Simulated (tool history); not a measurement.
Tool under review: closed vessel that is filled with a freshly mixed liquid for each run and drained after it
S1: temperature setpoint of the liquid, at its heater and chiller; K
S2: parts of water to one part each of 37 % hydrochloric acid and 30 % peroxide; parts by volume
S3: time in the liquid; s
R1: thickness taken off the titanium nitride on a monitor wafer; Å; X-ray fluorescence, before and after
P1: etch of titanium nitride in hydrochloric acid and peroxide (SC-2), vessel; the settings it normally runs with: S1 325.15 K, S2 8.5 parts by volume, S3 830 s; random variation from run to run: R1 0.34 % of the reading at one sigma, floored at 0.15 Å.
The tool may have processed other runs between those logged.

Run 1, hour 6.5: S1 325.15 K, S2 8.5 parts by volume, S3 830 s. Result: R1 400.750 Å.
Run 2, hour 10.9: S1 325.15 K, S2 4.0 parts by volume, S3 830 s. Result: R1 704.860 Å.
Run 3, hour 16.5: S1 325.15 K, S2 8.5 parts by volume, S3 75 s. Result: R1 36.714 Å.
Run 4, hour 23.9: S1 325.15 K, S2 8.5 parts by volume, S3 830 s. Result: R1 402.260 Å.
Run 5, hour 31.6: S1 325.15 K, S2 8.5 parts by volume, S3 830 s. Result: R1 402.170 Å.
Run 6, hour 40.7: S1 325.15 K, S2 8.5 parts by volume, S3 830 s. Result: R1 403.410 Å.
Run 7, hour 47.5: S1 325.15 K, S2 8.5 parts by volume, S3 1515 s. Result: R1 732.880 Å.
Run 8, hour 56.6: S1 325.15 K, S2 8.5 parts by volume, S3 830 s. Result: R1 401.920 Å.
Run 9, hour 62.0: S1 325.15 K, S2 4.0 parts by volume, S3 225 s. Result: R1 190.260 Å.
Run 10, hour 66.8: S1 341.15 K, S2 8.5 parts by volume, S3 830 s. Result: R1 1099.500 Å.
Run 11, hour 75.0: S1 325.15 K, S2 8.5 parts by volume, S3 830 s. Result: R1 402.940 Å.
Run 12, hour 81.4: S1 313.65 K, S2 8.5 parts by volume, S3 830 s. Result: R1 182.810 Å.
Run 13, hour 85.7: S1 325.15 K, S2 15.0 parts by volume, S3 830 s. Result: R1 247.920 Å.
Run 14, hour 91.9: S1 325.15 K, S2 8.5 parts by volume, S3 830 s. Result: R1 401.120 Å.
Run 15, hour 100.7: S1 325.15 K, S2 8.5 parts by volume, S3 830 s. Result: R1 382.400 Å.
Run 16, hour 107.0: S1 325.15 K, S2 8.5 parts by volume, S3 830 s. Result: R1 372.460 Å.
Run 17, hour 111.4: S1 325.15 K, S2 8.5 parts by volume, S3 830 s. Result: R1 370.630 Å.
Run 18, hour 119.7: S1 325.15 K, S2 8.5 parts by volume, S3 830 s. Result: R1 367.820 Å.
At hour 121.7: new drum of peroxide connected.
Run 19, hour 125.1: S1 325.15 K, S2 8.5 parts by volume, S3 830 s. Result: R1 366.770 Å.

Run 20, settings as shown, results not yet in. Your forecast:
Run 20, hour 129.2: S1 325.15 K, S2 8.5 parts by volume, S3 830 s. Result: R1 ?.

R1: 364.700 Å

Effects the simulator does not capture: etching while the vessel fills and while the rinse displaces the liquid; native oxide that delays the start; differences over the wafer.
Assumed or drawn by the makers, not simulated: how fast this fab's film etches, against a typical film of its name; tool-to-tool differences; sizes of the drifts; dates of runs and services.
